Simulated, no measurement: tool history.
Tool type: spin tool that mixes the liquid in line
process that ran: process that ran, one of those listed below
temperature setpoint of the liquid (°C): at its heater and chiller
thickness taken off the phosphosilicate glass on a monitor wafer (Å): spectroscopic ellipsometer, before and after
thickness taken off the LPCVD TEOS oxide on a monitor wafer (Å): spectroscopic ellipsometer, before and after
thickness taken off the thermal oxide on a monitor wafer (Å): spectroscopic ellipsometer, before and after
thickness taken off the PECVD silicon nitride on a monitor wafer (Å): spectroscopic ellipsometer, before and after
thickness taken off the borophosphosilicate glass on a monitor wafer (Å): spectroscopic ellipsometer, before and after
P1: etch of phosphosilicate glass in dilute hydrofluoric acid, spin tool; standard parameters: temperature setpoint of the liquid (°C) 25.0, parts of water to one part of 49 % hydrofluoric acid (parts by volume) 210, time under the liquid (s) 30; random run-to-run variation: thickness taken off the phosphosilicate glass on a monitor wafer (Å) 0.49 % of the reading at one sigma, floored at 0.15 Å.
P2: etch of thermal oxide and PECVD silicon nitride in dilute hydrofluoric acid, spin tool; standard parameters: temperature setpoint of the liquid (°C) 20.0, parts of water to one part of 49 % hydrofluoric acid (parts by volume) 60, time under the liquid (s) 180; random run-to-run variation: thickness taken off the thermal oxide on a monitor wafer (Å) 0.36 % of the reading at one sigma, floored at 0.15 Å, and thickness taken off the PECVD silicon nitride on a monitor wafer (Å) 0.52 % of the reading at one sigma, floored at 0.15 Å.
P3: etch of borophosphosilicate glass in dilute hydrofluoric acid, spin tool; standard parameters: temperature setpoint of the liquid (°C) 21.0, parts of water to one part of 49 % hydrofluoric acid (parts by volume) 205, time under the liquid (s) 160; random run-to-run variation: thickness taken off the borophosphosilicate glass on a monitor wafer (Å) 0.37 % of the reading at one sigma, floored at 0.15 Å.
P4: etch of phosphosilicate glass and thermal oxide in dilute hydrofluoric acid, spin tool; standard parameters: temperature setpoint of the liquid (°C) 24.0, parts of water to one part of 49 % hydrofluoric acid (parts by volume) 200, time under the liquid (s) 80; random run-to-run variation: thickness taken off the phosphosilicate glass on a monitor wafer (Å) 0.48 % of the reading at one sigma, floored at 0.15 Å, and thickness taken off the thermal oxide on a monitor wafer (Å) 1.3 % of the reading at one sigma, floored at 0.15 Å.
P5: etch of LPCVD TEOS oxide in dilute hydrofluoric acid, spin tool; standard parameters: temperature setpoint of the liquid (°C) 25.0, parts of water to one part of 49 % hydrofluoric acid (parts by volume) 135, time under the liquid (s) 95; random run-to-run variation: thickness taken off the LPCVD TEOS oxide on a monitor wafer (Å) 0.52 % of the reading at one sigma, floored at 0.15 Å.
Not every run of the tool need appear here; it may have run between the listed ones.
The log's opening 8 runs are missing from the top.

run	day	process that ran	temperature setpoint of the liquid (°C)	parts of water to one part of 49 % hydrofluoric acid (parts by volume)	time under the liquid (s)	hours since the thermometer was replaced	hours since the hydrofluoric acid flow meter was replaced	thickness taken off the phosphosilicate glass on a monitor wafer (Å)	thickness taken off the LPCVD TEOS oxide on a monitor wafer (Å)	thickness taken off the thermal oxide on a monitor wafer (Å)	thickness taken off the PECVD silicon nitride on a monitor wafer (Å)	thickness taken off the borophosphosilicate glass on a monitor wafer (Å)
9	2.350	P5	33.0	135	95	1848.8	478.5		235.37			
10	2.575	P2	20.0	60	85	1854.2	483.9			61.474	19.752	
11	2.871	P1	29.5	210	30	1861.3	491.0	241.32				
12	3.200	P3	25.0	205	160	1869.2	498.9					301.77
13	3.429	P1	25.0	210	30	1874.7	504.4	206.41				
14	3.762	P5	25.0	135	95	1882.7	512.4		175.89			
15	3.912	P1	25.0	210	30	1886.3	516.0	205.73				
16	4.217	P1	25.0	130	30	1893.6	523.3	363.36				
17	4.396	P5	25.0	135	95	1897.9	527.6		174.18			
18	4.708	P2	20.0	60	180	1905.4	535.1			129.550	40.574	
19	5.046	P1	25.0	210	15	1913.5	543.2	101.98				
20	5.296	P1	29.5	350	30	1919.5	549.2	124.99				
21	5.458	P3	21.0	365	160	1923.4	553.1					126.04
22	5.604	P1	25.0	210	45	1926.9	556.6	309.34				

Predict the results of run 23:
23	5.783	P3	21.0	205	160	1931.2	560.9					?

thickness taken off the borophosphosilicate glass on a monitor wafer (Å): 258.29
